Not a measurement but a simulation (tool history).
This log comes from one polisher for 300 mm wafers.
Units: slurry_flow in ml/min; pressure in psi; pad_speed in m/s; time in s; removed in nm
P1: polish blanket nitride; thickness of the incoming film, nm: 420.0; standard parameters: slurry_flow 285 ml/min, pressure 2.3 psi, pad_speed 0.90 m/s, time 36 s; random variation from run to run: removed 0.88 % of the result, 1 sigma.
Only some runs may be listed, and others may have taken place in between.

run   hour  slurry_flow  pressure  pad_speed  time  wafers polished on this pad  hours since the slurry nozzle was cleaned  hours since the head pressure was calibrated  removed
  1    3.8          285       2.3       0.90    36                          743                                      452.0                                         722.2   44.684
  2    9.5          170       2.3       0.90    36                          793                                      457.7                                         727.9   42.086
  3   14.6          285       1.1       0.90    36                          838                                      462.8                                         733.0   21.851
  4   20.9          285       2.3       0.90    36                          894                                      469.1                                         739.3   45.442
  5   27.8          285       2.3       1.38    36                          954                                      476.0                                         746.2   64.766
  6   34.7          285       2.3       0.90    36                         1015                                      482.9                                         753.1   44.885
  7   38.9          285       1.5       1.36    36                         1052                                      487.1                                         757.3   40.760
  8   45.0          285       2.3       0.90    55                         1106                                      493.2                                         763.4   68.525
  9   49.8          285       2.3       0.40    36                         1148                                      498.0                                         768.2   23.450
 10   54.3          285       2.3       0.90    36                         1188                                      502.5                                         772.7   45.672
 11   57.9          285       2.3       0.90    36                         1220                                      506.1                                         776.3   44.468
 12   64.3          285       2.3       0.50    46                         1276                                      512.5                                         782.7   35.970
      67.0  -- head pressure recalibrated
 13   68.9          360       2.3       0.90    36                         1317                                      517.1                                           1.9   46.695
 14   73.1          285       2.3       0.90    36                         1354                                      521.3                                           6.1   44.422
 15   76.3          285       2.3       0.90    16                         1382                                      524.5                                           9.3   19.764
 16   80.0          285       3.0       0.90    36                         1415                                      528.2                                          13.0   59.377
 17   85.6          285       2.3       0.42    17                         1464                                      533.8                                          18.6   11.697
 18   89.8          285       2.3       0.90    36                         1501                                      538.0                                          22.8   45.054
 19   96.5          285       2.3       0.90    36                         1560                                      544.7                                          29.5   45.093
 20  102.0          285       2.3       0.90    36                         1609                                      550.2                                          35.0   44.611

Run 21 has not been measured yet. What should we expect?
 21  105.4          285       2.3       0.90    36                         1639                                      553.6                                          38.4        ?

removed: 44.311 nm

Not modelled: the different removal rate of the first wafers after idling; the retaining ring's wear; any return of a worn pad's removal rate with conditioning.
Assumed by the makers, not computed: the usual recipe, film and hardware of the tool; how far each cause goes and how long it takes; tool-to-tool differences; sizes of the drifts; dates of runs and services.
